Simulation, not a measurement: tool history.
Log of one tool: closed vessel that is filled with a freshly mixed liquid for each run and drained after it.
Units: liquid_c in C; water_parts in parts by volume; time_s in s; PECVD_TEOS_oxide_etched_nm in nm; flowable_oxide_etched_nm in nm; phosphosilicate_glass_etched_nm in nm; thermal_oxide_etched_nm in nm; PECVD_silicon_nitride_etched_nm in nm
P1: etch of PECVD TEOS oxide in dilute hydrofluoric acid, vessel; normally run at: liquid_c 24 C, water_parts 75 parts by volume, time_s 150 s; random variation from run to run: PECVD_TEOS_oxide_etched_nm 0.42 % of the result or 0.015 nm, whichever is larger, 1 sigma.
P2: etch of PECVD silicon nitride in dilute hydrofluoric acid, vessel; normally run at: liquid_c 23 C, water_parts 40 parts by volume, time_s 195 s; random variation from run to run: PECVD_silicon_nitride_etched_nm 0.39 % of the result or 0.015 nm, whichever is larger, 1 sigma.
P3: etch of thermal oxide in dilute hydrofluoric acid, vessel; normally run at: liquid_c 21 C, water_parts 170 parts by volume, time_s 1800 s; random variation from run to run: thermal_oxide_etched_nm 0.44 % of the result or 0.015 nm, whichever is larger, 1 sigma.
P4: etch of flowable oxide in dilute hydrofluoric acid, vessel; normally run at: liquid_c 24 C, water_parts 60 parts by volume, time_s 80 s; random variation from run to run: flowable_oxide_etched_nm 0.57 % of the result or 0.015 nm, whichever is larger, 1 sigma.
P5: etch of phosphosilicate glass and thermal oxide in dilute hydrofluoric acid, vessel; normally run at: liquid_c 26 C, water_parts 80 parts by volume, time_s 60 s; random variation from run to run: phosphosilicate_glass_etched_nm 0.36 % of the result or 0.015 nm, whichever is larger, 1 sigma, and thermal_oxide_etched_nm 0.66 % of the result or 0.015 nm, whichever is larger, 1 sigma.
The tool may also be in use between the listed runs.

run	hour	process	liquid_c	water_parts	time_s	hours since the thermometer was replaced	hours since the hydrofluoric acid flow meter was replaced	PECVD_TEOS_oxide_etched_nm	flowable_oxide_etched_nm	phosphosilicate_glass_etched_nm	thermal_oxide_etched_nm	PECVD_silicon_nitride_etched_nm
1	5.4	P1	24	75	150	567.3	813.5	22.562				
2	8.9	P4	24	60	80	570.8	817		42.824			
3	14.4	P5	26	80	30	576.3	822.5			32.882	1.8918	
4	19.2	P1	24	75	150	581.1	827.3	22.613				
5	25.9	P1	24	75	150	587.8	834	22.403				
6	29.8	P1	30.5	75	150	591.7	837.9	28.961				
7	36.7	P1	24	75	150	598.6	844.8	22.425				
# hour 43.3: thermometer replaced
8	43.8	P1	24	75	150	0.5	851.9	22.598				
9	47	P5	26	80	60	3.7	855.1			65.633	3.862	
10	51.4	P2	23	40	350	8.1	859.5					18.227
11	54.8	P3	21	50	1800	11.5	862.9				159.15	
12	61.8	P2	23	40	195	18.5	869.9					10.186
13	65.5	P1	27.5	45	150	22.2	873.6	44.793				
14	71	P3	21	170	1800	27.7	879.1				40.989	
15	77.7	P1	18.5	75	150	34.4	885.8	17.832				
16	80.8	P1	24	115	70	37.5	888.9	6.4934				
17	85.9	P4	24	60	30	42.6	894		16.238			
18	92.8	P2	23	70	195	49.5	900.9					5.9097
19	97.5	P1	24	35	255	54.2	905.6	86.727				
20	104	P5	33	80	60	60.7	912.1			85.538	5.0198	
21	107.4	P4	24	60	80	64.1	915.5		43.244			
22	112.6	P2	17	40	195	69.3	920.7					6.7523
23	116.8	P5	26	80	60	73.5	924.9			65.417	3.9069	
24	122.5	P1	24	75	70	79.2	930.6	10.462				
25	128.7	P4	24	20	80	85.4	936.8		138.15			
26	133.1	P3	21	170	1800	89.8	941.2				40.987	
27	139.1	P1	24	75	150	95.8	947.2	22.49				
28	142.3	P3	28	170	1800	99	950.4				53.225	
29	146.4	P3	21	170	950	103.1	954.5				21.418	
30	150.7	P4	29.5	60	80	107.4	958.8		54.254			
31	153.8	P1	24	125	150	110.5	961.9	12.674				
32	160.7	P1	24	35	150	117.4	968.8	51.02				
33	164.8	P1	24	75	245	121.5	972.9	36.898				
34	170	P5	26	45	60	126.7	978.1			123.25	7.1682	
35	173.7	P1	24	75	150	130.4	981.8	22.466				
36	179.1	P1	24	75	150	135.8	987.2	21.633				
37	182.6	P1	24	75	150	139.3	990.7	21.172				
38	187.4	P1	24	75	150	144.1	995.5	20.874				
39	191.3	P1	24	75	150	148	999.4	20.788				
40	198.2	P1	24	75	150	154.9	1006.3	20.731				
41	202	P1	24	75	150	158.7	1010.1	20.576				

What P1 gives has crept away from where it was. These 2 causes fit the log equally well, each at the size given:
A: hydrofluoric acid flow below the setpoint (%) = 7.17
B: liquid colder than its thermometer reads (K) = 2.02
The creep began at about hour 173.7.

4 check runs are offered, one wafer each, their results left as question marks. Which one tells the causes apart?
check 1	205.8	P3	28	50	1800						?	
check 2	205.8	P5	30.5	80	60					?	?	
check 3	205.8	P2	17	40	285							?
check 4	205.8	P4	24	20	80				?			

What each check would give under each cause:
check	result	if A	if B
check 1	thermal_oxide_etched_nm	196.4	196.16
check 2	phosphosilicate_glass_etched_nm	72.012	72.45
check 2	thermal_oxide_etched_nm	4.2281	4.2539
check 3	PECVD_silicon_nitride_etched_nm	9.177	8.5284
check 4	flowable_oxide_etched_nm	127.47	126.25
How far apart the two closest causes lie, in the result that separates them most: check 1 0.12 %; check 2 0.61 %; check 3 7.33 %; check 4 0.96 %
Only check 3 tells the causes apart: in the others they would give nearly the same result.

Check 3 was then run and gave: PECVD_silicon_nitride_etched_nm 8.6079 nm. Which cause is it?

It is B: liquid colder than its thermometer reads (K).

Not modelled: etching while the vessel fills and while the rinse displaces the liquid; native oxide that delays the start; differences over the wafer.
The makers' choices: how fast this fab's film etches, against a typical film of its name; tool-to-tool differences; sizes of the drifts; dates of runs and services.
